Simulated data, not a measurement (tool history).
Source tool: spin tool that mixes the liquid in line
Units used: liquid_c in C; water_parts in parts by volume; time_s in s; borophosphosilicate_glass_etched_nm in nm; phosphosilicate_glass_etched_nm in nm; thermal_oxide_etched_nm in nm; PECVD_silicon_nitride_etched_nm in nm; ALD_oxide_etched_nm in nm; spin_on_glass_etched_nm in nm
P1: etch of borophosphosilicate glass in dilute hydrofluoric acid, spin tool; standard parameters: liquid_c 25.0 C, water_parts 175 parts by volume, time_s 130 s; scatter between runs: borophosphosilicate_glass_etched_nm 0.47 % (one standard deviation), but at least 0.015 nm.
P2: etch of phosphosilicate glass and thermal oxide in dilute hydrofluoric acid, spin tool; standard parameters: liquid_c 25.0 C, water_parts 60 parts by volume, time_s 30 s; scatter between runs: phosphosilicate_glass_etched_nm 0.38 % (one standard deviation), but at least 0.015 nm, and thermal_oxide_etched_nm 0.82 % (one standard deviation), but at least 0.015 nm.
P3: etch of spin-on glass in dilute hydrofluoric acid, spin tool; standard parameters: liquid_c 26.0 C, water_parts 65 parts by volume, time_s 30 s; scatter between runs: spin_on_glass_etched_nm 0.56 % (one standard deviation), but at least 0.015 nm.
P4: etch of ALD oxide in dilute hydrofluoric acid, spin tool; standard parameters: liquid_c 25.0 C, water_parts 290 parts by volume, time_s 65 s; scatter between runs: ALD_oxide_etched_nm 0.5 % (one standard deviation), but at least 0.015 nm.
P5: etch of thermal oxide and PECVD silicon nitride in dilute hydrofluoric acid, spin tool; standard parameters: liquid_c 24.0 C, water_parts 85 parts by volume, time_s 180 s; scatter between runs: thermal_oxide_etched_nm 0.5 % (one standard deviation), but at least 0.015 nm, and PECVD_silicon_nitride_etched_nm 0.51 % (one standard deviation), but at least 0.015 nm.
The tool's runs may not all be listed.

| run | hour | process | liquid_c | water_parts | time_s | hours since the thermometer was replaced | hours since the hydrofluoric acid flow meter was replaced | borophosphosilicate_glass_etched_nm | phosphosilicate_glass_etched_nm | thermal_oxide_etched_nm | PECVD_silicon_nitride_etched_nm | ALD_oxide_etched_nm | spin_on_glass_etched_nm |
|---|---|---|---|---|---|---|---|---|---|---|---|---|---|
| 1 | 5.5 | P1 | 25.0 | 175 | 130 | 214.1 | 1429.7 | 24.031 |  |  |  |  |  |
| 2 | 9.0 | P1 | 19.5 | 270 | 130 | 217.6 | 1433.2 | 11.602 |  |  |  |  |  |
| 3 | 13.4 | P2 | 25.0 | 60 | 15 | 222.0 | 1437.6 |  | 37.448 | 1.3230 |  |  |  |
| 4 | 16.5 | P2 | 25.0 | 30 | 30 | 225.1 | 1440.7 |  | 156.560 | 5.5366 |  |  |  |
| 5 | 20.4 | P1 | 20.0 | 175 | 130 | 229.0 | 1444.6 | 19.744 |  |  |  |  |  |
| 6 | 25.7 | P5 | 24.0 | 135 | 180 | 234.3 | 1449.9 |  |  | 5.4674 | 4.4759 |  |  |
| 7 | 31.5 | P1 | 25.0 | 175 | 130 | 240.1 | 1455.7 | 24.078 |  |  |  |  |  |
| 8 | 38.2 | P1 | 25.0 | 265 | 130 | 246.8 | 1462.4 | 14.512 |  |  |  |  |  |
| 9 | 44.6 | P4 | 17.0 | 290 | 65 | 253.2 | 1468.8 |  |  |  |  | 4.7311 |  |
| 10 | 50.1 | P1 | 25.0 | 175 | 65 | 258.7 | 1474.3 | 12.121 |  |  |  |  |  |
| 11 | 55.8 | P3 | 19.0 | 65 | 30 | 264.4 | 1480.0 |  |  |  |  |  | 10.407 |
| 12 | 60.3 | P4 | 25.0 | 290 | 65 | 268.9 | 1484.5 |  |  |  |  | 6.3198 |  |
| 13 | 63.4 | P1 | 25.0 | 175 | 130 | 272.0 | 1487.6 | 23.947 |  |  |  |  |  |
| 14 | 66.9 | P1 | 25.0 | 175 | 230 | 275.5 | 1491.1 | 42.691 |  |  |  |  |  |
| 15 | 72.1 | P2 | 25.0 | 60 | 30 | 280.7 | 1496.3 |  | 75.161 | 2.6779 |  |  |  |
| 16 | 77.9 | P4 | 25.0 | 105 | 65 | 286.5 | 1502.1 |  |  |  |  | 21.0270 |  |
| 17 | 81.8 | P1 | 25.0 | 175 | 130 | 290.4 | 1506.0 | 24.063 |  |  |  |  |  |
| 18 | 86.2 | P1 | 31.5 | 175 | 130 | 294.8 | 1510.4 | 30.402 |  |  |  |  |  |
| 19 | 89.5 | P4 | 25.0 | 290 | 25 | 298.1 | 1513.7 |  |  |  |  | 2.4144 |  |
| 20 | 96.5 | P3 | 26.0 | 65 | 30 | 305.1 | 1520.7 |  |  |  |  |  | 13.669 |
| 21 | 100.4 | P2 | 32.5 | 60 | 30 | 309.0 | 1524.6 |  | 101.450 | 3.6193 |  |  |  |
| 22 | 105.4 | P1 | 25.0 | 60 | 130 | 314.0 | 1529.6 | 81.173 |  |  |  |  |  |
| 23 | 109.2 | P3 | 26.0 | 65 | 60 | 317.8 | 1533.4 |  |  |  |  |  | 27.629 |
| 24 | 115.9 | P5 | 19.0 | 85 | 180 | 324.5 | 1540.1 |  |  | 7.5381 | 4.9965 |  |  |
| 25 | 121.2 | P1 | 30.5 | 240 | 130 | 329.8 | 1545.4 | 19.591 |  |  |  |  |  |
| 26 | 126.0 | P4 | 25.0 | 290 | 65 | 334.6 | 1550.2 |  |  |  |  | 6.2717 |  |
| 27 | 129.8 | P3 | 26.0 | 20 | 30 | 338.4 | 1554.0 |  |  |  |  |  | 47.486 |
| 28 | 132.9 | P3 | 26.0 | 65 | 30 | 341.5 | 1557.1 |  |  |  |  |  | 13.755 |
| 29 | 137.4 | P5 | 24.0 | 85 | 180 | 346.0 | 1561.6 |  |  | 9.2229 | 7.0310 |  |  |
| 30 | 142.9 | P5 | 24.0 | 85 | 335 | 351.5 | 1567.1 |  |  | 17.1620 | 13.0100 |  |  |
| 31 | 146.2 | P1 | 25.0 | 175 | 130 | 354.8 | 1570.4 | 24.034 |  |  |  |  |  |
| 32 | 152.5 | P1 | 25.0 | 175 | 130 | 361.1 | 1576.7 | 23.967 |  |  |  |  |  |
| 33 | 159.3 | P1 | 25.0 | 175 | 130 | 367.9 | 1583.5 | 24.937 |  |  |  |  |  |
| 34 | 162.5 | P1 | 25.0 | 175 | 130 | 371.1 | 1586.7 | 24.939 |  |  |  |  |  |
| 35 | 168.9 | P1 | 25.0 | 175 | 130 | 377.5 | 1593.1 | 25.356 |  |  |  |  |  |
| 36 | 172.0 | P1 | 25.0 | 175 | 130 | 380.6 | 1596.2 | 25.441 |  |  |  |  |  |
| 37 | 175.3 | P1 | 25.0 | 175 | 130 | 383.9 | 1599.5 | 25.547 |  |  |  |  |  |
| 38 | 180.6 | P1 | 25.0 | 175 | 130 | 389.2 | 1604.8 | 25.432 |  |  |  |  |  |

What P1 gives has crept off from where it sat before. The 2 causes that follow fit the log equally well, each at the size noted:
A: hydrofluoric acid flow above the setpoint (%) = 4.79
B: liquid hotter than its thermometer reads (K) = 1.52
The creep began at about hour 152.5.

Consider the 4 single-wafer check runs listed below, results given as question marks: which one distinguishes between the causes by giving clearly different results for each?
| check 1 | 185.9 | P3 | 26.0 | 30 | 60 |  |  |  |  |  |  |  | ? |
| check 2 | 185.9 | P5 | 24.0 | 85 | 335 |  |  |  |  | ? | ? |  |  |
| check 3 | 185.9 | P4 | 25.0 | 140 | 65 |  |  |  |  |  |  | ? |  |
| check 4 | 185.9 | P2 | 32.5 | 60 | 30 |  |  |  | ? | ? |  |  |  |

Outcome of each check run for each possible cause:
| check | result | if A | if B |
|---|---|---|---|
| check 1 | spin_on_glass_etched_nm | 65.616 | 66.516 |
| check 2 | thermal_oxide_etched_nm | 18.0670 | 18.2250 |
| check 2 | PECVD_silicon_nitride_etched_nm | 13.7080 | 14.4700 |
| check 3 | ALD_oxide_etched_nm | 16.1320 | 16.1820 |
| check 4 | phosphosilicate_glass_etched_nm | 106.280 | 106.960 |
| check 4 | thermal_oxide_etched_nm | 3.7436 | 3.7675 |
Distance between the nearest two causes, measured in the result of the check that separates them most: check 1 1.36 %; check 2 5.41 %; check 3 0.31 %; check 4 0.64 %
The other checks would show nearly matching results whichever cause is true, so check 2 is the only one that separates the causes.

Here is what check 2 returned: thermal_oxide_etched_nm 18.2060 nm; PECVD_silicon_nitride_etched_nm 14.5450 nm. Which cause is it?

Of the candidate causes, it is B: liquid hotter than its thermometer reads (K).

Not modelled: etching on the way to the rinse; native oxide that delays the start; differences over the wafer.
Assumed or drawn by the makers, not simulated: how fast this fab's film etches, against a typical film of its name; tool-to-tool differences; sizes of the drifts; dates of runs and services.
